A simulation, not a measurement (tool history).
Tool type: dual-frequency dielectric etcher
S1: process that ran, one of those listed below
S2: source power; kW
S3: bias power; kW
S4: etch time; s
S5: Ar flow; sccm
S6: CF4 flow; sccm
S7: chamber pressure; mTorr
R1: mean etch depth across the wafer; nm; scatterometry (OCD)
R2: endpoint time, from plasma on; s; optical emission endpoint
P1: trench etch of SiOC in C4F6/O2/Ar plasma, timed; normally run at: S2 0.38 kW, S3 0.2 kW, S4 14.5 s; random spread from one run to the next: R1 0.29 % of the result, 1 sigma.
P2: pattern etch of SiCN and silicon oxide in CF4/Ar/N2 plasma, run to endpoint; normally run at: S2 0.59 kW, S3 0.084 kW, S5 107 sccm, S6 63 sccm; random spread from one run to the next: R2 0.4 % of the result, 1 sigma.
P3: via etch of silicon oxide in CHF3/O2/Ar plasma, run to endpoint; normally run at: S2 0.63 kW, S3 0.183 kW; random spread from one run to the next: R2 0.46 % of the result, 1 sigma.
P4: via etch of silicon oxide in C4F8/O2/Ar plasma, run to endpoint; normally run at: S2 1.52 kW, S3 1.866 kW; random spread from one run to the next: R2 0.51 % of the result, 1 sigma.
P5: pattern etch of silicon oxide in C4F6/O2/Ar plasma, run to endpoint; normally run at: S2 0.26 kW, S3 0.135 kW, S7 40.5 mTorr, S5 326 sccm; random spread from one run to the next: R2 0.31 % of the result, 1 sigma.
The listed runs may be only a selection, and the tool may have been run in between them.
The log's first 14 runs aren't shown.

| run | hour | S1 | S2 | S3 | S4 | S5 | S6 | S7 | R1 | R2 |
|---|---|---|---|---|---|---|---|---|---|---|
| 15 | 157.7 | P1 | 0.38 | 0.2 | 14.5 |  |  |  | 30.436 |  |
| 16 | 171 | P2 | 0.59 | 0.084 |  | 64 | 63 |  |  | 11.171 |
| 17 | 180 | P5 | 0.26 | 0.093 |  | 326 |  | 40.5 |  | 15.873 |
| 18 | 192.5 | P1 | 0.48 | 0.2 | 14.5 |  |  |  | 33.096 |  |
| 19 | 200.4 | P3 | 0.89 | 0.183 |  |  |  |  |  | 294.59 |
| 20 | 213.5 | P1 | 0.38 | 0.2 | 14.5 |  |  |  | 30.164 |  |
| 21 | 223.7 | P5 | 0.17 | 0.135 |  | 326 |  | 40.5 |  | 16.967 |
| 22 | 233.7 | P1 | 0.28 | 0.2 | 19.5 |  |  |  | 36.102 |  |
| 23 | 244.6 | P4 | 2.11 | 1.866 |  |  |  |  |  | 185.94 |
| 24 | 257.3 | P3 | 0.63 | 0.109 |  |  |  |  |  | 394.89 |
| 25 | 264 | P5 | 0.26 | 0.135 |  | 326 |  | 40.5 |  | 14.134 |
| 26 | 272.5 | P1 | 0.22 | 0.133 | 14.5 |  |  |  | 21.514 |  |
| 27 | 283.2 | P2 | 0.59 | 0.119 |  | 107 | 63 |  |  | 10.602 |
| 28 | 290.1 | P5 | 0.26 | 0.135 |  | 326 |  | 40.5 |  | 14.188 |
| 29 | 301.4 | P2 | 0.59 | 0.084 |  | 107 | 63 |  |  | 11.989 |
| 30 | 310.7 | P1 | 0.38 | 0.2 | 14.5 |  |  |  | 30.258 |  |
| 31 | 320.4 | P1 | 0.38 | 0.2 | 14.5 |  |  |  | 30.352 |  |
| 32 | 328.9 | P1 | 0.38 | 0.2 | 14.5 |  |  |  | 30.411 |  |
| 33 | 337 | P1 | 0.38 | 0.2 | 14.5 |  |  |  | 30.031 |  |
| 34 | 343.7 | P1 | 0.38 | 0.2 | 14.5 |  |  |  | 29.976 |  |
| 35 | 350.2 | P1 | 0.38 | 0.2 | 14.5 |  |  |  | 29.953 |  |
| 36 | 360.3 | P1 | 0.38 | 0.2 | 14.5 |  |  |  | 30.058 |  |

Expected results for the next run?
| 37 | 370 | P1 | 0.38 | 0.2 | 14.5 |  |  |  | ? |  |

Run 37 yielded R1 29.806 nm.

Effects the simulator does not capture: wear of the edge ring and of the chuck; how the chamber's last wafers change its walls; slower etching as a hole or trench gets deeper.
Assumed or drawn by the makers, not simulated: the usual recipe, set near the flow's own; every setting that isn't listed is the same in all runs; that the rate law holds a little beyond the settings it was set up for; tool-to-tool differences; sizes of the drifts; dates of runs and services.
